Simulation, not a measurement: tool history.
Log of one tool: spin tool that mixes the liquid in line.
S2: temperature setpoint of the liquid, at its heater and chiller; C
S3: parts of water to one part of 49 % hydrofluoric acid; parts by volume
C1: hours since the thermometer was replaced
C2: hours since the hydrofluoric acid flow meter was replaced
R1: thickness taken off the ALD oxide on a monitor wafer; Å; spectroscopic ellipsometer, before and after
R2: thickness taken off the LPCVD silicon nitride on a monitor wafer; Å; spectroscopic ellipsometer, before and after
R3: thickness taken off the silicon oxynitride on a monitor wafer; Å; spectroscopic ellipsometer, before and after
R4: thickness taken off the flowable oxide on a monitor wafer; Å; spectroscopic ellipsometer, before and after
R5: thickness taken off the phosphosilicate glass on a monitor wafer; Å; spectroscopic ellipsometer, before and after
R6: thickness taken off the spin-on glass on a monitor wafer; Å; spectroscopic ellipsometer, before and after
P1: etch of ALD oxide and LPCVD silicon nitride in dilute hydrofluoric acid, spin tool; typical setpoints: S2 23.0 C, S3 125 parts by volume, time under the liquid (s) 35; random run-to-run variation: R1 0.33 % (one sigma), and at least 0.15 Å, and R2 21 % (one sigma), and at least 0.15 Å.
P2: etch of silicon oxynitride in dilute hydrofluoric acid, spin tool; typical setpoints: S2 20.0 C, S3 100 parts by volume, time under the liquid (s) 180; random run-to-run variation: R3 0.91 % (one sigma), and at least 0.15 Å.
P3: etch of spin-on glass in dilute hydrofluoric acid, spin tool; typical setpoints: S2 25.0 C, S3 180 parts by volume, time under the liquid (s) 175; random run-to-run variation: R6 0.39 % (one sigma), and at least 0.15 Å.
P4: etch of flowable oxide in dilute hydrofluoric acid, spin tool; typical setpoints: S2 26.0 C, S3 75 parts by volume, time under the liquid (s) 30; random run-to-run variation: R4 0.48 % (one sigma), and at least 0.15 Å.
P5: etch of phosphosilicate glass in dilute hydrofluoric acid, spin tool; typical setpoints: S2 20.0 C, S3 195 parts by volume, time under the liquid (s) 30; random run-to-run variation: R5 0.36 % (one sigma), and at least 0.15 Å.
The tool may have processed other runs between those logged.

Run 1, hour 17.6: process that ran P1, S2 23.0 C, S3 125 parts by volume, time under the liquid (s) 35; C1 290.2; C2 179.0. Result: R1 81.124 Å, R2 1.12760 Å.
Run 2, hour 26.9: process that ran P1, S2 23.0 C, S3 190 parts by volume, time under the liquid (s) 35; C1 299.5; C2 188.3. Result: R1 50.036 Å, R2 0.70921 Å.
Run 3, hour 45.1: process that ran P2, S2 17.0 C, S3 100 parts by volume, time under the liquid (s) 180; C1 317.7; C2 206.5. Result: R3 27.372 Å.
Run 4, hour 56.1: process that ran P1, S2 23.0 C, S3 125 parts by volume, time under the liquid (s) 35; C1 328.7; C2 217.5. Result: R1 81.143 Å, R2 1.12010 Å.
Run 5, hour 70.2: process that ran P1, S2 29.5 C, S3 125 parts by volume, time under the liquid (s) 35; C1 342.8; C2 231.6. Result: R1 104.100 Å, R2 2.20400 Å.
Run 6, hour 86.1: process that ran P1, S2 23.0 C, S3 125 parts by volume, time under the liquid (s) 35; C1 358.7; C2 247.5. Result: R1 81.068 Å, R2 1.57530 Å.
Run 7, hour 101.3: process that ran P1, S2 23.0 C, S3 125 parts by volume, time under the liquid (s) 15; C1 373.9; C2 262.7. Result: R1 34.508 Å, R2 0.51097 Å.
Run 8, hour 116.0: process that ran P4, S2 26.0 C, S3 75 parts by volume, time under the liquid (s) 30; C1 388.6; C2 277.4. Result: R4 148.520 Å.
Run 9, hour 125.2: process that ran P4, S2 26.0 C, S3 140 parts by volume, time under the liquid (s) 30; C1 397.8; C2 286.6. Result: R4 72.297 Å.
Run 10, hour 134.6: process that ran P5, S2 20.0 C, S3 75 parts by volume, time under the liquid (s) 30; C1 407.2; C2 296.0. Result: R5 602.23 Å.
Run 11, hour 148.1: process that ran P1, S2 18.0 C, S3 125 parts by volume, time under the liquid (s) 35; C1 420.7; C2 309.5. Result: R1 66.308 Å, R2 0.68653 Å.
Run 12, hour 164.5: process that ran P1, S2 23.0 C, S3 125 parts by volume, time under the liquid (s) 35; C1 437.1; C2 325.9. Result: R1 81.308 Å, R2 0.99171 Å.
Run 13, hour 181.3: process that ran P1, S2 23.0 C, S3 50 parts by volume, time under the liquid (s) 35; C1 453.9; C2 342.7. Result: R1 222.020 Å, R2 2.95400 Å.
Run 14, hour 191.4: process that ran P1, S2 23.0 C, S3 45 parts by volume, time under the liquid (s) 15; C1 464.0; C2 352.8. Result: R1 105.980 Å, R2 1.82610 Å.
Run 15, hour 203.7: process that ran P5, S2 17.0 C, S3 195 parts by volume, time under the liquid (s) 30; C1 476.3; C2 365.1. Result: R5 180.21 Å.
Run 16, hour 217.3: process that ran P1, S2 23.0 C, S3 125 parts by volume, time under the liquid (s) 35; C1 489.9; C2 378.7. Result: R1 81.023 Å, R2 0.57322 Å.
Run 17, hour 234.6: process that ran P3, S2 25.0 C, S3 180 parts by volume, time under the liquid (s) 175; C1 507.2; C2 396.0. Result: R6 247.66 Å.
Run 18, hour 253.2: process that ran P1, S2 23.0 C, S3 125 parts by volume, time under the liquid (s) 35; C1 525.8; C2 414.6. Result: R1 81.244 Å, R2 0.71768 Å.
Run 19, hour 271.8: process that ran P4, S2 26.0 C, S3 75 parts by volume, time under the liquid (s) 15; C1 544.4; C2 433.2. Result: R4 74.110 Å.
Run 20, hour 286.7: process that ran P5, S2 20.0 C, S3 195 parts by volume, time under the liquid (s) 30; C1 559.3; C2 448.1. Result: R5 203.61 Å.
Run 21, hour 302.6: process that ran P2, S2 20.0 C, S3 100 parts by volume, time under the liquid (s) 280; C1 575.2; C2 464.0. Result: R3 48.709 Å.
Run 22, hour 321.4: process that ran P3, S2 25.0 C, S3 180 parts by volume, time under the liquid (s) 265; C1 594.0; C2 482.8. Result: R6 373.74 Å.
Run 23, hour 333.3: process that ran P3, S2 25.0 C, S3 85 parts by volume, time under the liquid (s) 175; C1 605.9; C2 494.7. Result: R6 583.02 Å.
Run 24, hour 343.2: process that ran P1, S2 23.0 C, S3 125 parts by volume, time under the liquid (s) 35; C1 615.8; C2 504.6. Result: R1 81.159 Å, R2 1.40240 Å.
Run 25, hour 362.2: process that ran P5, S2 20.0 C, S3 195 parts by volume, time under the liquid (s) 15; C1 634.8; C2 523.6. Result: R5 101.35 Å.
Run 26, hour 373.0: process that ran P3, S2 17.0 C, S3 180 parts by volume, time under the liquid (s) 175; C1 645.6; C2 534.4. Result: R6 181.13 Å.
Run 27, hour 388.9: process that ran P2, S2 20.0 C, S3 100 parts by volume, time under the liquid (s) 180; C1 661.5; C2 550.3. Result: R3 31.479 Å.
Run 28, hour 398.9: process that ran P4, S2 34.0 C, S3 75 parts by volume, time under the liquid (s) 30; C1 671.5; C2 560.3. Result: R4 201.020 Å.
Run 29, hour 412.0: process that ran P4, S2 26.0 C, S3 75 parts by volume, time under the liquid (s) 30; C1 684.6; C2 573.4. Result: R4 147.760 Å.
Run 30, hour 426.0: process that ran P1, S2 23.0 C, S3 125 parts by volume, time under the liquid (s) 60; C1 698.6; C2 587.4. Result: R1 138.820 Å, R2 2.40610 Å.
Run 31, hour 439.3: process that ran P2, S2 20.0 C, S3 100 parts by volume, time under the liquid (s) 180; C1 711.9; C2 600.7. Result: R3 31.321 Å.
Run 32, hour 448.0: process that ran P2, S2 20.0 C, S3 30 parts by volume, time under the liquid (s) 180; C1 720.6; C2 609.4. Result: R3 111.380 Å.
Run 33, hour 461.9: process that ran P5, S2 20.0 C, S3 195 parts by volume, time under the liquid (s) 30; C1 734.5; C2 623.3. Result: R5 202.66 Å.
Run 34, hour 471.3: process that ran P1, S2 23.0 C, S3 125 parts by volume, time under the liquid (s) 35; C1 743.9; C2 632.7. Result: R1 80.688 Å, R2 1.10460 Å.
Run 35, hour 486.3: process that ran P1, S2 23.0 C, S3 125 parts by volume, time under the liquid (s) 35; C1 758.9; C2 647.7. Result: R1 83.330 Å, R2 1.11090 Å.
Run 36, hour 498.4: process that ran P1, S2 23.0 C, S3 125 parts by volume, time under the liquid (s) 35; C1 771.0; C2 659.8. Result: R1 84.973 Å, R2 0.99282 Å.
Run 37, hour 517.2: process that ran P1, S2 23.0 C, S3 125 parts by volume, time under the liquid (s) 35; C1 789.8; C2 678.6. Result: R1 86.288 Å, R2 1.24020 Å.
Run 38, hour 535.8: process that ran P1, S2 23.0 C, S3 125 parts by volume, time under the liquid (s) 35; C1 808.4; C2 697.2. Result: R1 87.435 Å, R2 1.01340 Å.
Run 39, hour 544.7: process that ran P1, S2 23.0 C, S3 125 parts by volume, time under the liquid (s) 35; C1 817.3; C2 706.1. Result: R1 87.803 Å, R2 1.37660 Å.
Run 40, hour 553.0: process that ran P1, S2 23.0 C, S3 125 parts by volume, time under the liquid (s) 35; C1 825.6; C2 714.4. Result: R1 87.637 Å, R2 1.49170 Å.
Run 41, hour 562.7: process that ran P1, S2 23.0 C, S3 125 parts by volume, time under the liquid (s) 35; C1 835.3; C2 724.1. Result: R1 88.308 Å, R2 1.66580 Å.
Run 42, hour 580.5: process that ran P1, S2 23.0 C, S3 125 parts by volume, time under the liquid (s) 35; C1 853.1; C2 741.9. Result: R1 87.721 Å, R2 1.26000 Å.
Run 43, hour 594.1: process that ran P1, S2 23.0 C, S3 125 parts by volume, time under the liquid (s) 35; C1 866.7; C2 755.5. Result: R1 88.546 Å, R2 1.05290 Å.
Run 44, hour 612.7: process that ran P1, S2 23.0 C, S3 125 parts by volume, time under the liquid (s) 35; C1 885.3; C2 774.1. Result: R1 88.702 Å, R2 1.43200 Å.

P1 has crept away from where it was. The log is fitted equally well by each of these 2 causes, at the sizes shown:
A: liquid hotter than its thermometer reads (K) = 2.31
B: hydrofluoric acid flow above the setpoint (%) = 8.16
The drift started at roughly hour 471.3.

Of the 4 check runs below, each run on 5 wafers with the results averaged and each result still a question mark, which one would tell the listed causes apart?
Run check 1, hour 631.3: process that ran P3, S2 19.5 C, S3 180 parts by volume, time under the liquid (s) 175. Result: R6 ?.
Run check 2, hour 631.3: process that ran P4, S2 26.0 C, S3 135 parts by volume, time under the liquid (s) 20. Result: R4 ?.
Run check 3, hour 631.3: process that ran P2, S2 17.0 C, S3 50 parts by volume, time under the liquid (s) 180. Result: R3 ?.
Run check 4, hour 631.3: process that ran P5, S2 17.0 C, S3 195 parts by volume, time under the liquid (s) 15. Result: R5 ?.

If the cause were each of the candidates in turn, the checks would give the following:
  check  result    if A    if B
check 1      R6  219.02  219.54
check 2      R4  55.293  55.539
check 3      R3  62.728  60.434
check 4      R5  98.939  99.021
Minimum pairwise separation of causes per check, each pair taken at its best-separating result: check 1 0.24 %; check 2 0.44 %; check 3 3.73 %; check 4 0.08 %
The causes can be told apart only by check 3. The other checks would give nearly the same results under each of them.

After running check 3, the following was obtained: R3 62.912 Å. Which cause does this point to?

The cause is A: liquid hotter than its thermometer reads (K).
